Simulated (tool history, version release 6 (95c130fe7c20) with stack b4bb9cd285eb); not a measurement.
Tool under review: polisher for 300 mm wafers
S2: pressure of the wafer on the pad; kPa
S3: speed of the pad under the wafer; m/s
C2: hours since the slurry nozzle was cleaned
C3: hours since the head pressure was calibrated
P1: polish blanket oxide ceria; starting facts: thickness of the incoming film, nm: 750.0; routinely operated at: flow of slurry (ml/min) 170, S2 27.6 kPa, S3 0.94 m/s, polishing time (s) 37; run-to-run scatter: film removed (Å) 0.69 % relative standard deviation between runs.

run 1 hour=7.0 | flow_of_slurry_(ml/min)=170 S2=27.6 S3=0.94 polishing_time_(s)=37 | wafers_polished_on_this_pad=224 C2=524.2 C3=1001.3 | film_removed_(Å)=1710.90
run 2 hour=19.2 | flow_of_slurry_(ml/min)=170 S2=27.6 S3=0.94 polishing_time_(s)=37 | wafers_polished_on_this_pad=403 C2=536.4 C3=1013.5 | film_removed_(Å)=1709.10
run 3 hour=26.0 | flow_of_slurry_(ml/min)=100 S2=27.6 S3=0.94 polishing_time_(s)=37 | wafers_polished_on_this_pad=503 C2=543.2 C3=1020.3 | film_removed_(Å)=1539.00
run 4 hour=38.0 | flow_of_slurry_(ml/min)=170 S2=27.6 S3=0.54 polishing_time_(s)=37 | wafers_polished_on_this_pad=680 C2=555.2 C3=1032.3 | film_removed_(Å)=984.02
run 5 hour=43.6 | flow_of_slurry_(ml/min)=170 S2=27.6 S3=1.40 polishing_time_(s)=37 | wafers_polished_on_this_pad=762 C2=560.8 C3=1037.9 | film_removed_(Å)=2547.70
run 6 hour=52.9 | flow_of_slurry_(ml/min)=170 S2=27.6 S3=0.94 polishing_time_(s)=37 | wafers_polished_on_this_pad=899 C2=570.1 C3=1047.2 | film_removed_(Å)=1695.00
run 7 hour=64.5 | flow_of_slurry_(ml/min)=240 S2=27.6 S3=0.94 polishing_time_(s)=37 | wafers_polished_on_this_pad=1069 C2=581.7 C3=1058.8 | film_removed_(Å)=1783.10
run 8 hour=76.3 | flow_of_slurry_(ml/min)=170 S2=27.6 S3=0.94 polishing_time_(s)=17 | wafers_polished_on_this_pad=1242 C2=593.5 C3=1070.6 | film_removed_(Å)=778.71
-- hour=81.8 head pressure recalibrated
run 9 hour=88.4 | flow_of_slurry_(ml/min)=170 S2=27.6 S3=0.94 polishing_time_(s)=58 | wafers_polished_on_this_pad=1420 C2=605.6 C3=6.7 | film_removed_(Å)=2688.60
run 10 hour=97.3 | flow_of_slurry_(ml/min)=250 S2=27.6 S3=0.94 polishing_time_(s)=56 | wafers_polished_on_this_pad=1551 C2=614.5 C3=15.6 | film_removed_(Å)=2670.60
run 11 hour=107.5 | flow_of_slurry_(ml/min)=170 S2=15.2 S3=0.94 polishing_time_(s)=37 | wafers_polished_on_this_pad=1701 C2=624.7 C3=25.8 | film_removed_(Å)=933.95
run 12 hour=116.9 | flow_of_slurry_(ml/min)=170 S2=40.7 S3=0.94 polishing_time_(s)=37 | wafers_polished_on_this_pad=1839 C2=634.1 C3=35.2 | film_removed_(Å)=2536.50
run 13 hour=128.7 | flow_of_slurry_(ml/min)=170 S2=27.6 S3=0.94 polishing_time_(s)=37 | wafers_polished_on_this_pad=2012 C2=645.9 C3=47.0 | film_removed_(Å)=1692.00
run 14 hour=138.3 | flow_of_slurry_(ml/min)=215 S2=35.9 S3=0.94 polishing_time_(s)=37 | wafers_polished_on_this_pad=2153 C2=655.5 C3=56.6 | film_removed_(Å)=2280.70
run 15 hour=146.9 | flow_of_slurry_(ml/min)=170 S2=27.6 S3=0.94 polishing_time_(s)=37 | wafers_polished_on_this_pad=2280 C2=664.1 C3=65.2 | film_removed_(Å)=1704.10
run 16 hour=158.8 | flow_of_slurry_(ml/min)=170 S2=27.6 S3=0.94 polishing_time_(s)=37 | wafers_polished_on_this_pad=2455 C2=676.0 C3=77.1 | film_removed_(Å)=1637.00
run 17 hour=164.2 | flow_of_slurry_(ml/min)=170 S2=27.6 S3=0.94 polishing_time_(s)=37 | wafers_polished_on_this_pad=2534 C2=681.4 C3=82.5 | film_removed_(Å)=1594.30
run 18 hour=175.5 | flow_of_slurry_(ml/min)=170 S2=27.6 S3=0.94 polishing_time_(s)=37 | wafers_polished_on_this_pad=2700 C2=692.7 C3=93.8 | film_removed_(Å)=1586.50
-- hour=181.2 worn pad replaced by a new one
run 19 hour=183.2 | flow_of_slurry_(ml/min)=170 S2=27.6 S3=0.94 polishing_time_(s)=37 | wafers_polished_on_this_pad=30 C2=700.4 C3=101.5 | film_removed_(Å)=1571.10
run 20 hour=194.0 | flow_of_slurry_(ml/min)=170 S2=27.6 S3=0.94 polishing_time_(s)=37 | wafers_polished_on_this_pad=188 C2=711.2 C3=112.3 | film_removed_(Å)=1556.30
run 21 hour=202.3 | flow_of_slurry_(ml/min)=170 S2=27.6 S3=0.94 polishing_time_(s)=37 | wafers_polished_on_this_pad=310 C2=719.5 C3=120.6 | film_removed_(Å)=1569.00
run 22 hour=214.4 | flow_of_slurry_(ml/min)=170 S2=27.6 S3=0.94 polishing_time_(s)=37 | wafers_polished_on_this_pad=488 C2=731.6 C3=132.7 | film_removed_(Å)=1520.60
run 23 hour=221.9 | flow_of_slurry_(ml/min)=170 S2=27.6 S3=0.94 polishing_time_(s)=37 | wafers_polished_on_this_pad=598 C2=739.1 C3=140.2 | film_removed_(Å)=1555.00
run 24 hour=229.2 | flow_of_slurry_(ml/min)=170 S2=27.6 S3=0.94 polishing_time_(s)=37 | wafers_polished_on_this_pad=706 C2=746.4 C3=147.5 | film_removed_(Å)=1547.60

What P1 gives has crept away from where it was. These 2 causes fit the log equally well, each at the size given:
A: head's pressure below its setpoint, % = 9.23
B: slurry flow missing at the pad, % = 39
Onset of the creep was near hour 146.9.
Each remaining cause and why it is not a fit:
removal rate lost through wear of the pad, %: work on it at hour 181.2, done after the drift set in, did not restore what the process gave before

Which of the 4 check runs listed below, each an average over 5 wafers with its results shown as question marks, gives clearly different results under the different listed causes?
run check 1 hour=236.5 | flow_of_slurry_(ml/min)=170 S2=35.2 S3=0.94 polishing_time_(s)=37 | film_removed_(Å)=?
run check 2 hour=236.5 | flow_of_slurry_(ml/min)=240 S2=27.6 S3=0.94 polishing_time_(s)=56 | film_removed_(Å)=?
run check 3 hour=236.5 | flow_of_slurry_(ml/min)=170 S2=39.3 S3=0.58 polishing_time_(s)=37 | film_removed_(Å)=?
run check 4 hour=236.5 | flow_of_slurry_(ml/min)=170 S2=27.6 S3=1.38 polishing_time_(s)=19 | film_removed_(Å)=?

Check results expected under each cause:
check=check_1 result=film_removed_(Å) if_A=1968.30 if_B=1968.60
check=check_2 result=film_removed_(Å) if_A=2445.40 if_B=2511.10
check=check_3 result=film_removed_(Å) if_A=1357.40 if_B=1357.60
check=check_4 result=film_removed_(Å) if_A=1163.80 if_B=1164.00
Per-check spread between the two closest causes, in the result where they differ most: check 1 0.01 %; check 2 2.65 %; check 3 0.01 %; check 4 0.01 %
Of the check runs offered, only check 2 discriminates between the causes; the rest would read about the same regardless of which cause applies.

After running check 2, the following was obtained: film removed (Å) 2434.20. Which cause does this point to?

The cause is A: head's pressure below its setpoint, %.
